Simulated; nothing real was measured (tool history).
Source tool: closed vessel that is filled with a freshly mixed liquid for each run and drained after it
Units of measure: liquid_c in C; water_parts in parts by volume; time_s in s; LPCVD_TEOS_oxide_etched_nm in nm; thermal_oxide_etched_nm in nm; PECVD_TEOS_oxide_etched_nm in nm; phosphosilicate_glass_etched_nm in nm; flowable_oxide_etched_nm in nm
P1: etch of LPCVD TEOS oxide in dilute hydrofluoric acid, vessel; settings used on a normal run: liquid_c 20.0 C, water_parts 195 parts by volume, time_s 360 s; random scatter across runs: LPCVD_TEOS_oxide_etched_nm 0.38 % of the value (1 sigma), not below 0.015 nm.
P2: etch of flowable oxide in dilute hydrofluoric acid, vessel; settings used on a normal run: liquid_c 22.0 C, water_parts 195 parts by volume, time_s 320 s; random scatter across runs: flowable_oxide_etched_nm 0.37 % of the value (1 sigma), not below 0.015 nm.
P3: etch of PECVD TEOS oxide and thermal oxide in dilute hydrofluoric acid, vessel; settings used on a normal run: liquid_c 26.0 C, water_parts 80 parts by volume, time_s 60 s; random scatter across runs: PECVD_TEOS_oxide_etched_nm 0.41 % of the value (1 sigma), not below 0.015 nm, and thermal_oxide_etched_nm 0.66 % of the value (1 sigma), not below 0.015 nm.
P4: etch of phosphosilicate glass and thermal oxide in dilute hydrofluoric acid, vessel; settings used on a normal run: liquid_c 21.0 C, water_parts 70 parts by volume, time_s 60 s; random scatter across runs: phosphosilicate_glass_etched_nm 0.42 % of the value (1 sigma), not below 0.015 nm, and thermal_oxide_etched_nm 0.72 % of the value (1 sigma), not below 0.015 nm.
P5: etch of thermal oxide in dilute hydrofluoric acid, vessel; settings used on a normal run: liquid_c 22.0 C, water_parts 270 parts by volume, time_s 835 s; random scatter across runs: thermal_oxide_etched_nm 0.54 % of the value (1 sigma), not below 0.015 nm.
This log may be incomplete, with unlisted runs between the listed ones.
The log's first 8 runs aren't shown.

run	hour	process	liquid_c	water_parts	time_s	hours since the thermometer was replaced	hours since the hydrofluoric acid flow meter was replaced	LPCVD_TEOS_oxide_etched_nm	thermal_oxide_etched_nm	PECVD_TEOS_oxide_etched_nm	phosphosilicate_glass_etched_nm	flowable_oxide_etched_nm
9	38.7	P3	33.0	80	60	475.4	118.1		5.09560	20.1630		
10	42.3	P4	25.0	70	60	479.0	121.7		4.18060		104.640	
11	45.7	P1	20.0	195	360	482.4	125.1	51.947				
12	50.9	P4	21.0	70	60	487.6	130.3		3.51530		88.499	
13	55.1	P2	22.0	75	320	491.8	134.5					84.2450
14	59.3	P3	26.0	80	30	496.0	138.7		1.98990	7.6663		
15	64.7	P1	20.0	55	360	501.4	144.1	214.350				
16	69.5	P1	20.0	320	360	506.2	148.9	28.234				
17	73.3	P3	26.0	35	60	510.0	152.7		9.56140	37.6410		
18	79.5	P4	21.0	70	60	516.2	158.9		3.59240		88.085	
19	83.9	P1	20.0	195	360	520.6	163.3	51.820				
20	87.1	P2	22.0	195	75	523.8	166.5					6.6287
21	90.8	P3	26.0	80	60	527.5	170.2		3.94990	15.4070		
22	97.2	P1	17.0	195	360	533.9	176.6	46.150				
23	103.1	P4	21.0	125	60	539.8	182.5		1.86340		46.614	
24	109.6	P2	22.0	195	320	546.3	189.0					28.1660
25	115.9	P4	21.0	70	110	552.6	195.3		6.49980		160.260	
26	120.5	P2	22.0	195	320	557.2	199.9					28.2590
27	123.6	P5	22.0	465	835	560.3	203.0		5.64870			

What will run 28 give?
28	129.2	P1	20.0	195	630	565.9	208.6	?				

Run 28 yielded LPCVD_TEOS_oxide_etched_nm 91.027 nm.
